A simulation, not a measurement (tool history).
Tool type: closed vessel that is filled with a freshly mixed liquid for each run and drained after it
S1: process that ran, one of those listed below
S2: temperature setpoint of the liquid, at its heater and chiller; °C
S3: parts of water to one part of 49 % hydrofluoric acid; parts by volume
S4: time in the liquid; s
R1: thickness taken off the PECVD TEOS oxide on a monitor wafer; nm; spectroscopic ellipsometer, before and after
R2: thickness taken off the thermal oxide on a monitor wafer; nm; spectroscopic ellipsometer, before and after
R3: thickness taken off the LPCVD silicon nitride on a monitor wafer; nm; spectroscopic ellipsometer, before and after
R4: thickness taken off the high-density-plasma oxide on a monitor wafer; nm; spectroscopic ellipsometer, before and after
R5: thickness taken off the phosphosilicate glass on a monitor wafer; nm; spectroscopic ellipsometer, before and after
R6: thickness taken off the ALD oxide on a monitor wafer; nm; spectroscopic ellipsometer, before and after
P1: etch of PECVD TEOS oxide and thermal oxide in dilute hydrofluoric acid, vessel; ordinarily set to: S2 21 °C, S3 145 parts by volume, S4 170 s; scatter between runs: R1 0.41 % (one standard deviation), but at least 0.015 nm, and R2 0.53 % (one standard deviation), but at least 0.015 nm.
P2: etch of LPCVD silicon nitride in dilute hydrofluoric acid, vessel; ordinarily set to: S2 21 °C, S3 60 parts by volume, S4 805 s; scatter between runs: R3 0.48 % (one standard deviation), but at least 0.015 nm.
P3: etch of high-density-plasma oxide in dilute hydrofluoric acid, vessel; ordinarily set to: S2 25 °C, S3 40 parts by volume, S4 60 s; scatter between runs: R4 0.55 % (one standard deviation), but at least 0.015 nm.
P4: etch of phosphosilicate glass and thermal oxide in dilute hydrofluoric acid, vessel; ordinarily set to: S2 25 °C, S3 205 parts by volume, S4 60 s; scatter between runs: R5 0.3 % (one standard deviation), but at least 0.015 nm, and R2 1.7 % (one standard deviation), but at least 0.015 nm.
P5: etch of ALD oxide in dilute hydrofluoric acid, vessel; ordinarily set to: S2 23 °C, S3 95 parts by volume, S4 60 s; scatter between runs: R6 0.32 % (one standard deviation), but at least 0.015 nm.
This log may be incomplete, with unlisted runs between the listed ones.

run    day  S1    S2   S3   S4      R1       R2       R3      R4      R5      R6
  1  0.283  P1    21  145  170  8.5617   4.9107
  2  0.571  P2    21   60  805                    4.9097
  3  0.904  P1    17  145  170  7.3437   4.1661
  4  1.221  P3    32   40   60                            12.285
  5  1.554  P3    25   40  120                            18.532
  6  1.808  P4    25  205   60           1.2936                   32.141
  7  1.971  P1    21  145  170  8.4948   4.8503
  8   2.25  P4    25  205   60           1.3451                   31.965
  9  2.562  P1  27.5  145  170   10.96   6.2059
 10  2.717  P5    23  180   60                                            9.7847
 11  3.004  P1    21  145  170  8.5362   4.8745
 12  3.192  P4  33.5  205   60           1.7591                   42.991
 13  3.475  P1    21  220  170  5.2298   2.9369
 14  3.738  P3    25   40   60                            9.2048
 15  4.071  P1    17  230  170  4.1828   2.3904
 16  4.325  P2    21   25  805                    11.481
 17  4.546  P1    21  200   30  1.0332  0.58066
 18  4.825  P2    21   60  140                   0.84773
 19  5.017  P1    21  145   65  3.2681    1.852
 20  5.258  P4    25  205   30          0.65056                   16.022
 21  5.567  P1    21  145  170  8.5194   4.8504
 22  5.871  P1    21  145  170  8.5865   4.9045
 23  6.038  P5    23   95   60                                            20.467
 24   6.35  P3    25   40   60                            9.2514
 25  6.562  P3    25   20   60                            18.934
 26  6.712  P1    21   65  170  20.858   11.995
 27    6.9  P5    28   95   60                                            24.884
 28  7.208  P5    23   95  100                                            34.014
 29  7.433  P1    21  145  170  8.5048   4.8444
 30  7.754  P2    26   60  805                    6.9463
 31   8.05  P1    21  145  170  8.5306   4.8254
 32  8.333  P1    21  145  300  15.002    8.605
 33  8.562  P4    25   55   60           5.8444                   142.74
 34  8.708  P1    21  145  170  8.5114   4.8291
 35  8.854  P1    21  145  170  8.8065   5.0212
 36  9.033  P1    21  145  170  9.0065   5.1309
 37  9.179  P1    21  145  170  9.0531   5.2149
 38  9.504  P1    21  145  170  9.1735   5.2281
 39  9.783  P1    21  145  170  9.2326   5.2164
 40   10.1  P1    21  145  170  9.1795   5.2529
 41   10.3  P1    21  145  170  9.2498   5.2221

The output of P1 has drifted from where it used to be. Each of the 2 causes below, taken at the size shown beside it, accounts for the log equally well:
A: liquid hotter than its thermometer reads (K) = 2.03
B: hydrofluoric acid flow above the setpoint (%) = 7.13
Onset of the creep was near day 8.708.

Each of the 4 check runs below uses one wafer; its results are left as question marks. Which run tells the causes apart?
check 1  10.5  P5    28  135   60                       ?
check 2  10.5  P3  31.5   40   90               ?
check 3  10.5  P4    25  120   30       ?           ?
check 4  10.5  P2    21   30  455           ?

If the cause were each of the candidates in turn, the checks would give the following:
  check  result    if A    if B
check 1      R6  17.889  17.993
check 2      R4  19.516  19.403
check 3      R2  1.3506  1.3518
check 3      R5   32.61  32.641
check 4      R3  6.2921   5.844
Per check, the gap between the least separated pair of causes, taken in the result that splits them most: check 1 0.58 %; check 2 0.58 %; check 3 0.1 %; check 4 7.39 %
Of the check runs offered, only check 4 discriminates between the causes; the rest would read about the same regardless of which cause applies.

After running check 4, the following was obtained: R3 5.8763 nm. Which cause does this point to?

Of the candidate causes, it is B: hydrofluoric acid flow above the setpoint (%).

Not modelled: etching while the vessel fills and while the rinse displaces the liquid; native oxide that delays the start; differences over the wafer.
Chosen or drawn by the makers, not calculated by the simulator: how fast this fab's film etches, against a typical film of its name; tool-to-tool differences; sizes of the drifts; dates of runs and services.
